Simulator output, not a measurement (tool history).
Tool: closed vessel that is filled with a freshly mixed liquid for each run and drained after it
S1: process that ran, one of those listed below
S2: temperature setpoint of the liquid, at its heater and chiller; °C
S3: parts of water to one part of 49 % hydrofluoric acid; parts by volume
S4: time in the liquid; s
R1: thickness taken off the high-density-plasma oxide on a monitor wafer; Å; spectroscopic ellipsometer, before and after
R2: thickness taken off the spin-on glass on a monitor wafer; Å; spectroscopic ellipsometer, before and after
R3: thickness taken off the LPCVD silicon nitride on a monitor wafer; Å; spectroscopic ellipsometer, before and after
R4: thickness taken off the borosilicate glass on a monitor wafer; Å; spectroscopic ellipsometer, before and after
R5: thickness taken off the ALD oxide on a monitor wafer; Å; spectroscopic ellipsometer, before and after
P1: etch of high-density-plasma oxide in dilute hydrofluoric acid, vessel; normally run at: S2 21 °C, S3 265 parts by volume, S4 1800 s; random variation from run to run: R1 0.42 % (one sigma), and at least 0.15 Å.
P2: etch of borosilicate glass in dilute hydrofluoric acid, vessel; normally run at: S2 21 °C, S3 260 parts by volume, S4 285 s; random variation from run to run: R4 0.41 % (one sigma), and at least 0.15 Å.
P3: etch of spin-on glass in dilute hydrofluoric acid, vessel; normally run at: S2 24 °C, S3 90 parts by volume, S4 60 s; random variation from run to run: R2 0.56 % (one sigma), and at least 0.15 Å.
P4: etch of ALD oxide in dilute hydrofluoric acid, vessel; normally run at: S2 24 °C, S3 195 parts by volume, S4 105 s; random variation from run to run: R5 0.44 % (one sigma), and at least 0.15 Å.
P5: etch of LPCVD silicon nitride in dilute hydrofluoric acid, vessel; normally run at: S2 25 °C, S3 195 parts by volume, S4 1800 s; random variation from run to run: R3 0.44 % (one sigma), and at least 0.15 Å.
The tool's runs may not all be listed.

run 1 day=0.412 | S1=P1 S2=21 S3=265 S4=1800 | R1=251.99
run 2 day=0.792 | S1=P1 S2=17 S3=265 S4=1800 | R1=218.07
run 3 day=1.129 | S1=P3 S2=24 S3=90 S4=60 | R2=420.37
run 4 day=1.679 | S1=P1 S2=21 S3=265 S4=1800 | R1=252.37
run 5 day=2.25 | S1=P3 S2=24 S3=90 S4=60 | R2=417.47
run 6 day=2.833 | S1=P1 S2=21 S3=265 S4=1800 | R1=252.48
run 7 day=3.412 | S1=P1 S2=21 S3=265 S4=170 | R1=23.963
run 8 day=3.783 | S1=P3 S2=24 S3=90 S4=30 | R2=210.71
run 9 day=4.05 | S1=P3 S2=24 S3=55 S4=60 | R2=709.55
run 10 day=4.425 | S1=P1 S2=21 S3=265 S4=1800 | R1=253.71
run 11 day=4.725 | S1=P1 S2=21 S3=150 S4=1800 | R1=500.61
run 12 day=5.296 | S1=P5 S2=25 S3=195 S4=3455 | R3=99.602
run 13 day=5.817 | S1=P5 S2=18 S3=195 S4=1800 | R3=33.002
run 14 day=6.183 | S1=P5 S2=25 S3=195 S4=1800 | R3=51.999
run 15 day=6.658 | S1=P3 S2=29.5 S3=90 S4=60 | R2=515.26
run 16 day=7.238 | S1=P1 S2=26 S3=265 S4=105 | R1=17.592
run 17 day=7.788 | S1=P2 S2=21 S3=260 S4=540 | R4=664.88
run 18 day=8.238 | S1=P2 S2=17 S3=260 S4=285 | R4=302.15
run 19 day=8.758 | S1=P2 S2=21 S3=360 S4=285 | R4=231.9
run 20 day=9.208 | S1=P1 S2=21 S3=265 S4=3010 | R1=424.13
run 21 day=9.775 | S1=P1 S2=26.5 S3=265 S4=1800 | R1=306.02
run 22 day=10.15 | S1=P4 S2=18 S3=195 S4=105 | R5=62.274
run 23 day=10.721 | S1=P5 S2=25 S3=40 S4=1800 | R3=250.01
run 24 day=11.033 | S1=P1 S2=21 S3=400 S4=1800 | R1=148.27
run 25 day=11.35 | S1=P2 S2=21 S3=260 S4=285 | R4=351.02
run 26 day=11.742 | S1=P1 S2=21 S3=265 S4=1800 | R1=253.57
run 27 day=12.333 | S1=P1 S2=21 S3=265 S4=1800 | R1=252.87
run 28 day=12.688 | S1=P4 S2=24 S3=320 S4=105 | R5=41.356
run 29 day=13.146 | S1=P2 S2=21 S3=260 S4=285 | R4=351.27
run 30 day=13.429 | S1=P1 S2=21 S3=265 S4=1800 | R1=253.33
run 31 day=14.025 | S1=P4 S2=24 S3=195 S4=105 | R5=77.331
run 32 day=14.354 | S1=P4 S2=24 S3=195 S4=50 | R5=37.363
run 33 day=14.721 | S1=P1 S2=21 S3=265 S4=1800 | R1=253.73
run 34 day=15.283 | S1=P1 S2=21 S3=265 S4=1800 | R1=259.37
run 35 day=15.625 | S1=P1 S2=21 S3=265 S4=1800 | R1=262.61
run 36 day=16.175 | S1=P1 S2=21 S3=265 S4=1800 | R1=264.09
run 37 day=16.608 | S1=P1 S2=21 S3=265 S4=1800 | R1=264.9
run 38 day=17.117 | S1=P1 S2=21 S3=265 S4=1800 | R1=266.36
run 39 day=17.396 | S1=P1 S2=21 S3=265 S4=1800 | R1=265.92
run 40 day=17.825 | S1=P1 S2=21 S3=265 S4=1800 | R1=266.06
run 41 day=18.104 | S1=P1 S2=21 S3=265 S4=1800 | R1=267.86
run 42 day=18.45 | S1=P1 S2=21 S3=265 S4=1800 | R1=269.61

What P1 gives has crept away from where it was. These 2 causes fit the log equally well, each at the size given:
A: hydrofluoric acid flow above the setpoint (%) = 4.72
B: liquid hotter than its thermometer reads (K) = 1.58
The creep began at about day 14.721.

4 check runs are offered, one wafer each, their results left as question marks. Which one tells the causes apart?
run check 1 day=18.796 | S1=P2 S2=21 S3=260 S4=285 | R4=?
run check 2 day=18.796 | S1=P5 S2=25 S3=195 S4=1800 | R3=?
run check 3 day=18.796 | S1=P4 S2=24 S3=195 S4=105 | R5=?
run check 4 day=18.796 | S1=P3 S2=24 S3=90 S4=60 | R2=?

What each check would give under each cause:
check=check_1 result=R4 if_A=371.76 if_B=371.93
check=check_2 result=R3 if_A=54.525 if_B=57.47
check=check_3 result=R5 if_A=81.927 if_B=82.124
check=check_4 result=R2 if_A=441.21 if_B=446.26
How far apart the two closest causes lie, in the result that separates them most: check 1 0.05 %; check 2 5.26 %; check 3 0.24 %; check 4 1.14 %
Check 2 tells the causes apart: in the others they would give nearly the same result.

Then check 2 was run and gave: R3 54.413 Å. Which cause is it?

It is A: hydrofluoric acid flow above the setpoint (%).

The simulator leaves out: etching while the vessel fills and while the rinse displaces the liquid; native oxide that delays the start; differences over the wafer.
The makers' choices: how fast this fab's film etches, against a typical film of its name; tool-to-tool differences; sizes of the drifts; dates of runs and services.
